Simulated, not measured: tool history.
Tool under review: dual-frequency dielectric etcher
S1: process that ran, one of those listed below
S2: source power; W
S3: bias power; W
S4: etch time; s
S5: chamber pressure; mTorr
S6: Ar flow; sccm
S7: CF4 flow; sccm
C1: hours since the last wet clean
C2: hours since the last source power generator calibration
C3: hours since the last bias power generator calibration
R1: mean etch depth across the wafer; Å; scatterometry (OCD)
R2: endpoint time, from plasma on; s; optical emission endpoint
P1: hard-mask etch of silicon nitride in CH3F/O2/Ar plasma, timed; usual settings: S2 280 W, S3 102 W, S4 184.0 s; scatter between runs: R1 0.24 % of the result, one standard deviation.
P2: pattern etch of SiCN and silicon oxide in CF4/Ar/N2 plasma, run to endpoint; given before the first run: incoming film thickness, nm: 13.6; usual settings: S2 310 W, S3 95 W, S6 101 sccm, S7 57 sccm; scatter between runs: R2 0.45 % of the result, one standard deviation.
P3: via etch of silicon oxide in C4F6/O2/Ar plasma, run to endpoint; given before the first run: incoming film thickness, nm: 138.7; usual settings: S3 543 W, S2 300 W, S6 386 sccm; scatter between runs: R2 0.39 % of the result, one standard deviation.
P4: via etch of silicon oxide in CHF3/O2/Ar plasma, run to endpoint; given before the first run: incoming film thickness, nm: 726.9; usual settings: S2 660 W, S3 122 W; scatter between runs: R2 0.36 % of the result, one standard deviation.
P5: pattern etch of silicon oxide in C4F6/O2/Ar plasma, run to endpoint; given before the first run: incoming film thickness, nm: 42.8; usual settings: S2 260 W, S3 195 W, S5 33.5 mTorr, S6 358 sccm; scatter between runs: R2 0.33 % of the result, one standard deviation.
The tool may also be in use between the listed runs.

run   hour  S1   S2   S3     S4    S5   S6  S7     C1     C2     C3       R1       R2
  1    4.5  P1  280  102  184.0                 420.6  620.4  542.1  1280.00
  2   12.8  P5  260  195         33.5  358      428.9  628.7  550.4            16.236
  3   18.7  P4  660  160                        434.8  634.6  556.3           370.700
  4   24.0  P1  280  102  184.0                 440.1  639.9  561.6  1277.20
  5   30.1  P4  660  122                        446.2  646.0  567.7           406.500
  6   37.4  P5  260  195         33.5  358      453.5  653.3  575.0            16.218
  7   42.1  P1  280  102  184.0                 458.2  658.0  579.7  1280.30
  8   47.8  P5  330  195         33.5  358      463.9  663.7  585.4            14.811
  9   55.8  P1  280  102  269.5                 471.9  671.7  593.4  1864.80
 10   62.2  P3  430  543               386      478.3  678.1  599.8            30.037
 11   70.3  P2  310  124               101  57  486.4  686.2  607.9            18.458
 12   74.5  P2  310   95                66  57  490.6  690.4  612.1            19.311
 13   82.5  P5  260  195         33.5  244      498.6  698.4  620.1            15.552
 14   88.6  P3  300  543               386      504.7  704.5  626.2            34.369
 15   96.3  P3  300  543               297      512.4  712.2  633.9            33.422
 16  102.5  P2  380   95               101  57  518.6  718.4  640.1            16.910
 17  109.7  P1  280  102  109.0                 525.8  725.6  647.3   755.94
 18  116.4  P1  280  132  184.0                 532.5  732.3  654.0  1403.20
 19  121.9  P4  860  122                        538.0  737.8  659.5           365.390
 20  126.5  P2  310   95               101  57  542.6  742.4  664.1            20.222
 21  133.2  P1  280   82  184.0                 549.3  749.1  670.8  1180.50
 22  139.1  P5  260  277         33.5  358      555.2  755.0  676.7            14.342
 23  147.7  P2  310   95               101  75  563.8  763.6  685.3            19.559
 24  153.8  P1  280  102  184.0                 569.9  769.7  691.4  1277.60
 25  159.0  P1  190   63  184.0                 575.1  774.9  696.6   929.51
 26  164.5  P5  260  195         42.0  358      580.6  780.4  702.1            16.757
 27  172.3  P3  300  335               386      588.4  788.2  709.9            41.182
 28  180.4  P1  210  102  184.0                 596.5  796.3  718.0  1149.70
 29  186.0  P3  300  543               386      602.1  801.9  723.6            34.429
 30  190.9  P1  400  102  184.0                 607.0  806.8  728.5  1454.10
 31  196.6  P1  280  102  184.0                 612.7  812.5  734.2  1277.40
 32  201.2  P2  310   95               101  57  617.3  817.1  738.8            20.338
 33  209.8  P1  280  102  184.0                 625.9  825.7  747.4  1271.60
 34  215.7  P1  280  102  184.0                 631.8  831.6  753.3  1271.40
 35  223.7  P1  280  102  184.0                 639.8  839.6  761.3  1256.30
 36  232.0  P1  280  102  184.0                 648.1  847.9  769.6  1257.60
 37  236.5  P1  280  102  184.0                 652.6  852.4  774.1  1259.10
     238.2  -- wet clean of the chamber
 38  241.0  P1  280  102  184.0                   2.8  856.9  778.6  1258.80
 39  248.8  P1  280  102  184.0                  10.6  864.7  786.4  1258.00
 40  256.3  P1  280  102  184.0                  18.1  872.2  793.9  1256.20
 41  260.8  P1  280  102  184.0                  22.6  876.7  798.4  1259.80
 42  264.8  P1  280  102  184.0                  26.6  880.7  802.4  1252.70

P1 no longer gives what it gave before; its output has crept away from where it was. The following 2 causes, each at its listed size, fit the log equally well:
A: source power that arrives under what is set, % = 3.86
B: bias power that arrives under what is set, % = 3.79
The onset of the drift is placed at about hour 209.8.
Other possible causes, and why each is ruled out:
chamber walls in a state that lowers the etch rate, %: work on it at hour 238.2, done after the drift set in, did not restore what the process gave before

Which of the check runs below tells the causes apart, meaning the causes would give it clearly different results? Each run uses 3 wafers whose results are averaged, and each result is shown as a question mark.
check 1  268.8  P3  300  352            386                       ?
check 2  268.8  P5  260  263      33.5  272                       ?
check 3  268.8  P2  360   95             81  57                   ?
check 4  268.8  P4  770  122                                      ?

How each check would come out, cause by cause:
  check  result     if A     if B
check 1      R2   40.985   40.951
check 2      R2   14.424   14.404
check 3      R2   17.918   17.555
check 4      R2  387.770  386.260
Per-check spread between the two closest causes, in the result where they differ most: check 1 0.08 %; check 2 0.14 %; check 3 2.05 %; check 4 0.39 %
Only check 3 tells the causes apart: in the others they would give nearly the same result.

After running check 3, the following was obtained: R2 17.591 s. Which cause does this point to?

The correct cause is B, namely: bias power that arrives under what is set, %.

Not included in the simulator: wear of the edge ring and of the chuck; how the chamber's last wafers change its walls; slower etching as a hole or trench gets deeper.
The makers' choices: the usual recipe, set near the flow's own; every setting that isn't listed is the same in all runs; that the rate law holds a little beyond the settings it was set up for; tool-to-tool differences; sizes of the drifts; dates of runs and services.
